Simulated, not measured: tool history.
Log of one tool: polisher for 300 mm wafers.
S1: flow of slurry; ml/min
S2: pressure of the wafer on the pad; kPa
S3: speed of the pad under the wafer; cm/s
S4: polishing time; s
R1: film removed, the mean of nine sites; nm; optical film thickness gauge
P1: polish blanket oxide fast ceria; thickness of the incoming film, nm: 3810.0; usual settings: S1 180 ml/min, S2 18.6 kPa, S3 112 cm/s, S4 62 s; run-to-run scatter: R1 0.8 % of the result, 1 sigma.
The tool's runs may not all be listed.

Run 1, hour 12.0: S1 180 ml/min, S2 18.6 kPa, S3 112 cm/s, S4 62 s. Result: R1 849.79 nm.
Run 2, hour 18.7: S1 180 ml/min, S2 26.2 kPa, S3 112 cm/s, S4 62 s. Result: R1 1186.20 nm.
Run 3, hour 26.8: S1 180 ml/min, S2 18.6 kPa, S3 112 cm/s, S4 62 s. Result: R1 834.04 nm.
Run 4, hour 39.3: S1 110 ml/min, S2 18.6 kPa, S3 112 cm/s, S4 62 s. Result: R1 768.89 nm.
Run 5, hour 46.7: S1 270 ml/min, S2 18.6 kPa, S3 112 cm/s, S4 43 s. Result: R1 606.16 nm.
Run 6, hour 55.3: S1 230 ml/min, S2 18.6 kPa, S3 112 cm/s, S4 62 s. Result: R1 878.85 nm.
Run 7, hour 68.5: S1 180 ml/min, S2 10.3 kPa, S3 112 cm/s, S4 62 s. Result: R1 472.10 nm.
Run 8, hour 76.9: S1 180 ml/min, S2 18.6 kPa, S3 112 cm/s, S4 99 s. Result: R1 1336.90 nm.
Run 9, hour 86.4: S1 180 ml/min, S2 18.6 kPa, S3 168 cm/s, S4 62 s. Result: R1 1264.20 nm.
Run 10, hour 96.1: S1 180 ml/min, S2 18.6 kPa, S3 52 cm/s, S4 62 s. Result: R1 394.46 nm.
At hour 105.5: slurry nozzle cleaned.
Run 11, hour 109.0: S1 180 ml/min, S2 18.6 kPa, S3 112 cm/s, S4 62 s. Result: R1 831.65 nm.
Run 12, hour 117.3: S1 180 ml/min, S2 18.6 kPa, S3 112 cm/s, S4 62 s. Result: R1 840.28 nm.
Run 13, hour 129.3: S1 180 ml/min, S2 18.6 kPa, S3 112 cm/s, S4 62 s. Result: R1 842.87 nm.
Run 14, hour 138.4: S1 180 ml/min, S2 18.6 kPa, S3 112 cm/s, S4 28 s. Result: R1 384.80 nm.
Run 15, hour 147.9: S1 180 ml/min, S2 18.6 kPa, S3 112 cm/s, S4 62 s. Result: R1 842.54 nm.
Run 16, hour 161.1: S1 180 ml/min, S2 18.6 kPa, S3 112 cm/s, S4 62 s. Result: R1 805.57 nm.
Run 17, hour 168.3: S1 180 ml/min, S2 18.6 kPa, S3 112 cm/s, S4 62 s. Result: R1 806.76 nm.

Run 18 comes next. What will it give?
Run 18, hour 182.5: S1 180 ml/min, S2 18.6 kPa, S3 112 cm/s, S4 62 s. Result: R1 ?.

R1: 794.56 nm

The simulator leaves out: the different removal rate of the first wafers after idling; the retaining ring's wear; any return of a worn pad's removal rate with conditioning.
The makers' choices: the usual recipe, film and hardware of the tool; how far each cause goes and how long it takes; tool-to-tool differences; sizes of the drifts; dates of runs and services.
